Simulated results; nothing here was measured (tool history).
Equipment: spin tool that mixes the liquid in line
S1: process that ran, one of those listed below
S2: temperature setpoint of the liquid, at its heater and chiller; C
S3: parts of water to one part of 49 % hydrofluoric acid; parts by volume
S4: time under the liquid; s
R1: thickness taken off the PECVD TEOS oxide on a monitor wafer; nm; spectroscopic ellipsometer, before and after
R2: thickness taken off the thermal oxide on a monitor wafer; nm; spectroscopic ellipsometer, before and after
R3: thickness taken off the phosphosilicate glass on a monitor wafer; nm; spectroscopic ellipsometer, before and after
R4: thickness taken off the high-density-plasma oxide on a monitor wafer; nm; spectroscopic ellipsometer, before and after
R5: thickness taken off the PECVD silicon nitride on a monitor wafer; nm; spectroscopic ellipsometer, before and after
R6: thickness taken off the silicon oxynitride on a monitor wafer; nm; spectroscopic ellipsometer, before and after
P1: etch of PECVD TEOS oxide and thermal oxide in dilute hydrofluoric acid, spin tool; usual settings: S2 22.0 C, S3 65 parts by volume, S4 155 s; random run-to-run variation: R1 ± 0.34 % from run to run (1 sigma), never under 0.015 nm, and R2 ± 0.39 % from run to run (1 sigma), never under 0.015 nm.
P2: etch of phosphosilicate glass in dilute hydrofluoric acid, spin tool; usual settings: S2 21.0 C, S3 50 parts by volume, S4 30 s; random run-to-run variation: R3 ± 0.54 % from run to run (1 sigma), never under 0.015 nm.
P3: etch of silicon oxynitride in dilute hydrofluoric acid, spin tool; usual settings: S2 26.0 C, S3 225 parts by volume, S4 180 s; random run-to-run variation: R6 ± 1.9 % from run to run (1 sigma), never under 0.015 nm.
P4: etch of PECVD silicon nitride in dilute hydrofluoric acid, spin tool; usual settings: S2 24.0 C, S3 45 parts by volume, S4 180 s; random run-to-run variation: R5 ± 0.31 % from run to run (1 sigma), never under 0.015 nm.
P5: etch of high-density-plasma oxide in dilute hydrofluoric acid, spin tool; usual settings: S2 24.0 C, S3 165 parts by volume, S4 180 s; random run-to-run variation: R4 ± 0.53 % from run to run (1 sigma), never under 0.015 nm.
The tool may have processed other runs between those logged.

{"run": 1, "day": 0.233, "S1": "P1", "S2": 22.0, "S3": 65, "S4": 155, "R1": 23.42, "R2": 10.656}
{"run": 2, "day": 0.483, "S1": "P1", "S2": 29.5, "S3": 110, "S4": 155, "R1": 17.556, "R2": 7.9724}
{"run": 3, "day": 0.629, "S1": "P2", "S2": 21.0, "S3": 50, "S4": 30, "R3": 97.771}
{"run": 4, "day": 0.892, "S1": "P5", "S2": 24.0, "S3": 85, "S4": 180, "R4": 18.624}
{"run": 5, "day": 1.1, "S1": "P4", "S2": 24.0, "S3": 20, "S4": 180, "R5": 16.527}
{"run": 6, "day": 1.271, "S1": "P2", "S2": 21.0, "S3": 50, "S4": 30, "R3": 98.161}
{"run": 7, "day": 1.471, "S1": "P2", "S2": 21.0, "S3": 50, "S4": 15, "R3": 48.652}
{"run": 8, "day": 1.654, "S1": "P1", "S2": 22.0, "S3": 65, "S4": 155, "R1": 23.445, "R2": 10.593}
{"run": 9, "day": 1.804, "S1": "P1", "S2": 22.0, "S3": 65, "S4": 155, "R1": 23.465, "R2": 10.668}
{"run": 10, "day": 1.929, "S1": "P3", "S2": 26.0, "S3": 225, "S4": 180, "R6": 1.1663}
{"run": 11, "day": 2.129, "S1": "P5", "S2": 24.0, "S3": 165, "S4": 180, "R4": 8.7433}
{"run": 12, "day": 2.362, "S1": "P4", "S2": 19.5, "S3": 45, "S4": 180, "R5": 5.5416}
{"day": 2.471, "done": "thermometer replaced"}
{"run": 13, "day": 2.496, "S1": "P3", "S2": 26.0, "S3": 225, "S4": 15, "R6": 0.077331}
{"run": 14, "day": 2.662, "S1": "P3", "S2": 26.0, "S3": 390, "S4": 180, "R6": 0.5853}
{"run": 15, "day": 2.929, "S1": "P1", "S2": 29.0, "S3": 65, "S4": 155, "R1": 30.777, "R2": 14.122}
{"run": 16, "day": 3.167, "S1": "P5", "S2": 24.0, "S3": 165, "S4": 70, "R4": 3.4361}
{"run": 17, "day": 3.333, "S1": "P1", "S2": 22.0, "S3": 65, "S4": 15, "R1": 2.2672, "R2": 1.0279}
{"run": 18, "day": 3.55, "S1": "P3", "S2": 32.0, "S3": 225, "S4": 180, "R6": 1.511}
{"run": 19, "day": 3.704, "S1": "P2", "S2": 25.0, "S3": 50, "S4": 30, "R3": 115.22}
{"run": 20, "day": 3.829, "S1": "P1", "S2": 22.0, "S3": 65, "S4": 155, "R1": 23.409, "R2": 10.713}
{"run": 21, "day": 3.992, "S1": "P1", "S2": 22.0, "S3": 100, "S4": 155, "R1": 14.607, "R2": 6.6385}
{"run": 22, "day": 4.154, "S1": "P2", "S2": 21.0, "S3": 90, "S4": 30, "R3": 51.531}
{"run": 23, "day": 4.35, "S1": "P1", "S2": 22.0, "S3": 20, "S4": 155, "R1": 80.57, "R2": 36.387}
{"run": 24, "day": 4.488, "S1": "P1", "S2": 22.0, "S3": 65, "S4": 155, "R1": 23.41, "R2": 10.651}
{"run": 25, "day": 4.679, "S1": "P4", "S2": 24.0, "S3": 45, "S4": 55, "R5": 2.3113}
{"run": 26, "day": 4.867, "S1": "P5", "S2": 18.0, "S3": 165, "S4": 180, "R4": 6.8981}
{"run": 27, "day": 5.025, "S1": "P1", "S2": 17.0, "S3": 65, "S4": 155, "R1": 18.956, "R2": 8.5659}
{"run": 28, "day": 5.221, "S1": "P4", "S2": 24.0, "S3": 45, "S4": 180, "R5": 7.4913}
{"run": 29, "day": 5.475, "S1": "P1", "S2": 22.0, "S3": 65, "S4": 230, "R1": 34.847, "R2": 15.852}
{"run": 30, "day": 5.6, "S1": "P1", "S2": 22.0, "S3": 65, "S4": 155, "R1": 23.381, "R2": 10.711}
{"run": 31, "day": 5.829, "S1": "P1", "S2": 22.0, "S3": 65, "S4": 155, "R1": 23.538, "R2": 10.629}
{"run": 32, "day": 5.988, "S1": "P1", "S2": 22.0, "S3": 65, "S4": 155, "R1": 24.251, "R2": 11.021}
{"run": 33, "day": 6.146, "S1": "P1", "S2": 22.0, "S3": 65, "S4": 155, "R1": 24.641, "R2": 11.318}
{"run": 34, "day": 6.321, "S1": "P1", "S2": 22.0, "S3": 65, "S4": 155, "R1": 25.176, "R2": 11.425}
{"run": 35, "day": 6.583, "S1": "P1", "S2": 22.0, "S3": 65, "S4": 155, "R1": 25.471, "R2": 11.494}
{"run": 36, "day": 6.854, "S1": "P1", "S2": 22.0, "S3": 65, "S4": 155, "R1": 25.616, "R2": 11.653}
{"run": 37, "day": 7.017, "S1": "P1", "S2": 22.0, "S3": 65, "S4": 155, "R1": 25.446, "R2": 11.711}
{"run": 38, "day": 7.238, "S1": "P1", "S2": 22.0, "S3": 65, "S4": 155, "R1": 25.503, "R2": 11.712}

What P1 gives has crept away from where it was. These 2 causes fit the log equally well, each at the size given:
A: hydrofluoric acid flow above the setpoint (%) = 8.83
B: liquid hotter than its thermometer reads (K) = 2.23
The process output started creeping at around day 5.829.

Listed below are the offered check runs, one wafer per run, with question marks in place of results. For which of them would the causes give clearly different outcomes?
{"run": "check 1", "day": 7.458, "S1": "P3", "S2": 26.0, "S3": 310, "S4": 45, "R6": "?"}
{"run": "check 2", "day": 7.458, "S1": "P4", "S2": 24.0, "S3": 20, "S4": 70, "R5": "?"}
{"run": "check 3", "day": 7.458, "S1": "P5", "S2": 24.0, "S3": 90, "S4": 180, "R4": "?"}
{"run": "check 4", "day": 7.458, "S1": "P2", "S2": 21.0, "S3": 80, "S4": 30, "R3": "?"}

Expected result of each check under each candidate cause:
check=check_1 result=R6 if_A=0.218800 if_B=0.216160
check=check_2 result=R5 if_A=6.9529 if_B=7.4675
check=check_3 result=R4 if_A=19.2530 if_B=19.1450
check=check_4 result=R3 if_A=64.507 if_B=64.432
Minimum pairwise separation of causes per check, each pair taken at its best-separating result: check 1 1.21 %; check 2 7.14 %; check 3 0.56 %; check 4 0.12 %
The causes can be told apart only by check 2. The other checks would give nearly the same results under each of them.

Here is what check 2 returned: R5 7.4197 nm. Which cause is it?

Of the candidate causes, it is B: liquid hotter than its thermometer reads (K).

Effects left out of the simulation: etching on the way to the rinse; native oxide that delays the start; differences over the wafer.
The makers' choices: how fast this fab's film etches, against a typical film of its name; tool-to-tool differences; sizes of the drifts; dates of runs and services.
